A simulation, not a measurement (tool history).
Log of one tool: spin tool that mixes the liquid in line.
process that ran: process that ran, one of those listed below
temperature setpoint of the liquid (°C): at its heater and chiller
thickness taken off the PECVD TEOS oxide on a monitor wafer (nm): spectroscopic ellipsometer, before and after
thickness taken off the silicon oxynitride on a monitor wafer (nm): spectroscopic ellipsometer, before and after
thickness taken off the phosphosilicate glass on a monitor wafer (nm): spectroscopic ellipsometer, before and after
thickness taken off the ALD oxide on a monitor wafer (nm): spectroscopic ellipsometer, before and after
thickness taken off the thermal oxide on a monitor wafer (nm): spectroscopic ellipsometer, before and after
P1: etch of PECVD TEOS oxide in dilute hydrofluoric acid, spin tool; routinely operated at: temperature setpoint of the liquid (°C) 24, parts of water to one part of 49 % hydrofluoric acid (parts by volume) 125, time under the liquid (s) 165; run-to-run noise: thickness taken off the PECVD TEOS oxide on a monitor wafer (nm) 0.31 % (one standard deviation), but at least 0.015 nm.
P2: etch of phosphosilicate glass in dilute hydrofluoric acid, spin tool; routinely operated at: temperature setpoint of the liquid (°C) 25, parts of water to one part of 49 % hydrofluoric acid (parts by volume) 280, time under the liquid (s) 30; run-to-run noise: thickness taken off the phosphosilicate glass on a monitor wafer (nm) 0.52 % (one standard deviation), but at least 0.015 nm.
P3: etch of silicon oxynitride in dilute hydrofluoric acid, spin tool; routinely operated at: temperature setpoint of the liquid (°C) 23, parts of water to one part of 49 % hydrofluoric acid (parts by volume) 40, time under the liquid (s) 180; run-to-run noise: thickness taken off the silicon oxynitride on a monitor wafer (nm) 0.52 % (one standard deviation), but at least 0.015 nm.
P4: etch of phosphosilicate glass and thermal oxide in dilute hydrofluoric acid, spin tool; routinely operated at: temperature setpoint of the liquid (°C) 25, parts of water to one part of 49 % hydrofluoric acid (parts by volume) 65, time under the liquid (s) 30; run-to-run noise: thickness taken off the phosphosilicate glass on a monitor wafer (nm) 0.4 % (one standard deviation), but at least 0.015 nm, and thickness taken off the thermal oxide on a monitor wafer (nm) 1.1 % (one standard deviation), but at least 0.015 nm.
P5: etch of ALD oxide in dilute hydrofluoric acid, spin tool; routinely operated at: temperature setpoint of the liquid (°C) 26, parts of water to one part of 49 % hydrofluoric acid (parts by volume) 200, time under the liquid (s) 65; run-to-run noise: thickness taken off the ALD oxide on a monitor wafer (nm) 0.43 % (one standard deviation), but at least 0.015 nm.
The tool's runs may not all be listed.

run,hour,process that ran,temperature setpoint of the liquid (°C),parts of water to one part of 49 % hydrofluoric acid (parts by volume),time under the liquid (s),thickness taken off the PECVD TEOS oxide on a monitor wafer (nm),thickness taken off the silicon oxynitride on a monitor wafer (nm),thickness taken off the phosphosilicate glass on a monitor wafer (nm),thickness taken off the ALD oxide on a monitor wafer (nm),thickness taken off the thermal oxide on a monitor wafer (nm)
1,8.2,P1,24,125,165,20.885,,,,
2,14.6,P1,32,125,165,28.358,,,,
3,27.1,P3,23,25,180,,20.326,,,
4,39,P2,30.5,280,30,,,19.563,,
5,47.6,P1,24,175,165,14.114,,,,
6,57.8,P3,23,40,180,,12.698,,,
7,66.1,P5,26,200,65,,,,6.4939,
8,73.9,P1,24,125,245,30.985,,,,
9,86.2,P2,25,280,30,,,16.232,,
10,96.1,P2,25,280,15,,,8.0677,,
11,104.5,P1,24,70,300,72.29,,,,
12,115.8,P1,24,125,165,20.833,,,,
13,128.5,P1,24,125,15,1.9045,,,,
14,136.9,P2,25,280,30,,,16.201,,
15,144.2,P1,27.5,125,250,36.255,,,,
16,152.3,P2,25,110,30,,,49.426,,
17,158.6,P1,24,65,165,43.181,,,,
18,169.6,P5,26,200,15,,,,1.4985,
19,181.3,P5,18,200,65,,,,4.7663,
20,193.1,P4,25,65,30,,,30.173,,2.3481
21,199,P1,24,125,165,20.914,,,,
22,204.7,P4,29,65,30,,,35.244,,2.8238
23,211.2,P4,25,105,30,,,17.714,,1.4063
24,222,P5,26,340,65,,,,3.2723,
25,233.4,P3,17,40,180,,9.3921,,,
26,240.9,P1,18,125,165,16.361,,,,
27,248.7,P5,26,200,65,,,,6.4464,
28,257.5,P3,23,40,55,,3.9106,,,
29,264.4,P1,24,125,165,20.993,,,,
30,273.9,P4,25,65,55,,,55.528,,4.2686
31,280.2,P1,24,125,165,20.865,,,,
32,286.5,P1,24,125,165,20.261,,,,
33,294.3,P1,24,125,165,19.894,,,,
34,307.1,P1,24,125,165,19.561,,,,
35,313,P1,24,125,165,19.561,,,,
36,324,P1,24,125,165,19.194,,,,
37,332.7,P1,24,125,165,19.347,,,,
38,340.9,P1,24,125,165,19.195,,,,
39,351.5,P1,24,125,165,19.281,,,,

P1 no longer gives what it gave before; its output has crept away from where it was. The following 2 causes, each at its listed size, fit the log equally well:
A: liquid colder than its thermometer reads (K) = 2.13
B: hydrofluoric acid flow below the setpoint (%) = 6.98
The onset of the drift is placed at about hour 280.2.

Each of the check runs listed below is run on 3 wafers and reports their average, with the results left as question marks. Pick the one under which the possible causes would lead to clearly different results.
check 1,362.1,P4,25,105,50,,,?,,?
check 2,362.1,P3,17.5,40,55,,?,,,
check 3,362.1,P5,22,200,25,,,,?,
check 4,362.1,P2,25,135,30,,,?,,

If the cause were each of the candidates in turn, the checks would give the following:
check,result,if A,if B
check 1,thickness taken off the phosphosilicate glass on a monitor wafer (nm),27.146,27.2
check 1,thickness taken off the thermal oxide on a monitor wafer (nm),2.1363,2.1406
check 2,thickness taken off the silicon oxynitride on a monitor wafer (nm),2.6218,2.7199
check 3,thickness taken off the ALD oxide on a monitor wafer (nm),1.9706,1.9583
check 4,thickness taken off the phosphosilicate glass on a monitor wafer (nm),36.272,36.199
Distance between the nearest two causes, measured in the result of the check that separates them most: check 1 0.2 %; check 2 3.67 %; check 3 0.62 %; check 4 0.2 %
Check 2 is the one run that separates the causes; every other check would come out nearly the same whichever cause is at work.

Check 2 was then run and gave: thickness taken off the silicon oxynitride on a monitor wafer (nm) 2.7277. Which cause is it?

It was cause B: hydrofluoric acid flow below the setpoint (%).

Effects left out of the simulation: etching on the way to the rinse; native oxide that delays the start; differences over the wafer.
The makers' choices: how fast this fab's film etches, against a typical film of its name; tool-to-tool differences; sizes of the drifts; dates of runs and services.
